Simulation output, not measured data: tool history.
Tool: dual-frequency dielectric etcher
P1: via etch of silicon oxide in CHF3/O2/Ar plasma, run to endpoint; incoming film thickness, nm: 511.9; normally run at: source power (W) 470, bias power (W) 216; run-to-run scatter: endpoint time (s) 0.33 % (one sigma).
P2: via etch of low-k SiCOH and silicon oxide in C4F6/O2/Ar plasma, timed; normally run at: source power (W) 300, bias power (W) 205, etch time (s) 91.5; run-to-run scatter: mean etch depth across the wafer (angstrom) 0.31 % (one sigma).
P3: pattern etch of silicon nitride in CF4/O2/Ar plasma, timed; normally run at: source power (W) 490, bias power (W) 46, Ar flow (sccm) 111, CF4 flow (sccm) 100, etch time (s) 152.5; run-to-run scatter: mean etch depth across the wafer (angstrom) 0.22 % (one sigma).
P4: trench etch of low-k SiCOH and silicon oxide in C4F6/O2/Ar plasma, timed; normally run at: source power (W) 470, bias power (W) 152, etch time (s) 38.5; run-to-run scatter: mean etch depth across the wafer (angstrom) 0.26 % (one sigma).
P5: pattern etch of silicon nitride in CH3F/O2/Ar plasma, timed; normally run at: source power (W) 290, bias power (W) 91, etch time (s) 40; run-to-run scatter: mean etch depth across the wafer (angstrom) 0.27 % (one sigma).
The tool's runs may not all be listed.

run   hour  process that ran  source power (W)  bias power (W)  etch time (s)  Ar flow (sccm)  CF4 flow (sccm)  hours since the last wet clean  hours since the last source power generator calibration  hours since the last bias power generator calibration  endpoint time (s)  mean etch depth across the wafer (angstrom)
  1    4.2                P1               470             216                                                                            72.7                                                   1796.2                                                  732.3                263
  2    8.7                P1               270             216                                                                            77.2                                                   1800.7                                                  736.8             323.18
  3   12.2                P4               270             152           38.5                                                             80.7                                                   1804.2                                                  740.3                                                          990.33
  4   14.9                P2               300             205           53.5                                                             83.4                                                   1806.9                                                    743                                                          1436.2
  5   18.4                P2               420             205           91.5                                                             86.9                                                   1810.4                                                  746.5                                                          2784.9
  6   21.1                P1               470             216                                                                            89.6                                                   1813.1                                                  749.2             262.75
  7   25.2                P2               300             205           91.5                                                             93.7                                                   1817.2                                                  753.3                                                          2449.7
  8   28.3                P5               370              91             40                                                             96.8                                                   1820.3                                                  756.4                                                          300.87
  9   30.5                P3               490              46          152.5             111              130                              99                                                   1822.5                                                  758.6                                                          2772.5
 10   32.8                P1               560             216                                                                           101.3                                                   1824.8                                                  760.9             245.93
 11     37                P1               470             216                                                                           105.5                                                     1829                                                  765.1             260.97
 12   38.9                P4               470             120           38.5                                                            107.4                                                   1830.9                                                    767                                                          1151.6
 13   42.7                P5               290             119             40                                                            111.2                                                   1834.7                                                  770.8                                                          303.46
 14   45.2                P1               610             285                                                                           113.7                                                   1837.2                                                  773.3             215.53
 15   47.3                P1               470             287                                                                           115.8                                                   1839.3                                                  775.4             236.11
 16   50.8                P1               550             151                                                                           119.3                                                   1842.8                                                  778.9             279.28
 17   54.6                P1               470             216                                                                           123.1                                                   1846.6                                                  782.7             263.42
 18   58.9                P5               290              91             40                                                            127.4                                                   1850.9                                                    787                                                          273.73
 19   62.1                P3               490              46          152.5             111              100                           130.6                                                   1854.1                                                  790.2                                                          2689.8
 20   65.9                P1               470             216                                                                           134.4                                                   1857.9                                                    794             262.01
 21   70.1                P1               560             291                                                                           138.6                                                   1862.1                                                  798.2             220.37
 22   73.2                P1               470             216                                                                           141.7                                                   1865.2                                                  801.3             262.69
 23     76                P3               490              46            216             111              100                           144.5                                                     1868                                                  804.1                                                          3799.1
 24   78.5                P5               290              91           24.5                                                              147                                                   1870.5                                                  806.6                                                          168.13
 25   82.4                P3               370              46          152.5             111              100                           150.9                                                   1874.4                                                  810.5                                                          2093.8
 26   84.7                P4               470             152             56                                                            153.2                                                   1876.7                                                  812.8                                                          1792.1
 27   87.9                P2               300             205           91.5                                                            156.4                                                   1879.9                                                    816                                                          2449.8
 28   91.9                P3               490              46          152.5              69              100                           160.4                                                   1883.9                                                    820                                                          2834.1
 29     94                P1               470             157                                                                           162.5                                                     1886                                                  822.1             292.37
 30   98.3                P3               490              64          152.5             111              100                           166.8                                                   1890.3                                                  826.4                                                          3041.6
 31  100.9                P2               300             123           91.5                                                            169.4                                                   1892.9                                                    829                                                          2085.2
 32  105.4                P4               470             152           38.5                                                            173.9                                                   1897.4                                                  833.5                                                          1233.3
 33  108.4                P1               470             216                                                                           176.9                                                   1900.4                                                  836.5             262.88
 34  111.6                P1               470             216                                                                           180.1                                                   1903.6                                                  839.7             264.05
 35  113.9                P1               470             216                                                                           182.4                                                   1905.9                                                    842             265.59
 36  117.4                P1               470             216                                                                           185.9                                                   1909.4                                                  845.5             265.69
 37  119.7                P1               470             216                                                                           188.2                                                   1911.7                                                  847.8             265.15
     121.3  -- wet clean of the chamber
 38  122.8                P1               470             216                                                                             1.6                                                   1914.8                                                  850.9             266.69

Forecast run 39:
 39  126.4                P1               470             216                                                                             5.2                                                   1918.4                                                  854.5                  ?

{"run 39": {"endpoint time (s)": 265.61}}
